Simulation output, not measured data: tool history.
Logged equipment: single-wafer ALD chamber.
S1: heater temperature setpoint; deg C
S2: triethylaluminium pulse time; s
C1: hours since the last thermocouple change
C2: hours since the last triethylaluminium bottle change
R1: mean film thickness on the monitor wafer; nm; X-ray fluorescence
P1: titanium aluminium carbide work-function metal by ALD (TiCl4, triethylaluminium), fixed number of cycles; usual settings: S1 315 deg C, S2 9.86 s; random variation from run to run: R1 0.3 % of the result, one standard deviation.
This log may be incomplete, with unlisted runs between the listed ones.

run 1 hour=5.5 | S1=315 S2=9.86 | C1=686.2 C2=473.7 | R1=2.1242
run 2 hour=10.1 | S1=315 S2=9.86 | C1=690.8 C2=478.3 | R1=2.1305
run 3 hour=16.9 | S1=315 S2=14.90 | C1=697.6 C2=485.1 | R1=2.1765
run 4 hour=25.0 | S1=336 S2=9.86 | C1=705.7 C2=493.2 | R1=2.2902
run 5 hour=32.6 | S1=315 S2=9.86 | C1=713.3 C2=500.8 | R1=2.1067
run 6 hour=36.7 | S1=305 S2=6.16 | C1=717.4 C2=504.9 | R1=1.8495
run 7 hour=41.4 | S1=296 S2=9.86 | C1=722.1 C2=509.6 | R1=1.9588
run 8 hour=46.4 | S1=315 S2=9.86 | C1=727.1 C2=514.6 | R1=2.1274
run 9 hour=54.0 | S1=315 S2=5.84 | C1=734.7 C2=522.2 | R1=1.8965
run 10 hour=59.1 | S1=315 S2=9.86 | C1=739.8 C2=527.3 | R1=2.1155
run 11 hour=65.0 | S1=299 S2=7.20 | C1=745.7 C2=533.2 | R1=1.8853
run 12 hour=69.8 | S1=326 S2=5.02 | C1=750.5 C2=538.0 | R1=1.8756
run 13 hour=75.3 | S1=315 S2=9.86 | C1=756.0 C2=543.5 | R1=2.1132
run 14 hour=83.5 | S1=315 S2=9.86 | C1=764.2 C2=551.7 | R1=2.1031
run 15 hour=91.4 | S1=315 S2=9.86 | C1=772.1 C2=559.6 | R1=2.0937
run 16 hour=99.8 | S1=315 S2=9.86 | C1=780.5 C2=568.0 | R1=2.0934
run 17 hour=104.1 | S1=315 S2=9.86 | C1=784.8 C2=572.3 | R1=2.0813
run 18 hour=111.4 | S1=315 S2=9.86 | C1=792.1 C2=579.6 | R1=2.0841
run 19 hour=118.2 | S1=315 S2=9.86 | C1=798.9 C2=586.4 | R1=2.0867
run 20 hour=125.8 | S1=315 S2=9.86 | C1=806.5 C2=594.0 | R1=2.0867

What P1 gives has crept off from where it sat before. The 2 causes that follow fit the log equally well, each at the size noted:
A: triethylaluminium dose below that of a fresh bottle (%) = 12.3
B: wafer temperature below the value expected at the setpoint (K) = 4.34
The creep began at about hour 75.3.

The list below offers 4 check runs, each averaging the results of 2 wafers, and shows each result as a question mark. For which of them would the listed causes give clearly different results?
run check 1 hour=133.4 | S1=325 S2=9.86 | R1=?
run check 2 hour=133.4 | S1=326 S2=9.86 | R1=?
run check 3 hour=133.4 | S1=334 S2=9.86 | R1=?
run check 4 hour=133.4 | S1=298 S2=6.42 | R1=?

What every check run would give for each of its results, assuming each possible cause in turn:
check=check_1 result=R1 if_A=2.1690 if_B=2.1704
check=check_2 result=R1 if_A=2.1777 if_B=2.1792
check=check_3 result=R1 if_A=2.2471 if_B=2.2497
check=check_4 result=R1 if_A=1.7483 if_B=1.7836
Separation of the two closest causes in each check, using whichever result separates them best: check 1 0.06 %; check 2 0.07 %; check 3 0.12 %; check 4 2 %
Of the check runs offered, only check 4 discriminates between the causes; the rest would read about the same regardless of which cause applies.

With check 4 done, the readings were: R1 1.7886 nm. Identify which of the listed causes applies.

B is the cause: wafer temperature below the value expected at the setpoint (K).

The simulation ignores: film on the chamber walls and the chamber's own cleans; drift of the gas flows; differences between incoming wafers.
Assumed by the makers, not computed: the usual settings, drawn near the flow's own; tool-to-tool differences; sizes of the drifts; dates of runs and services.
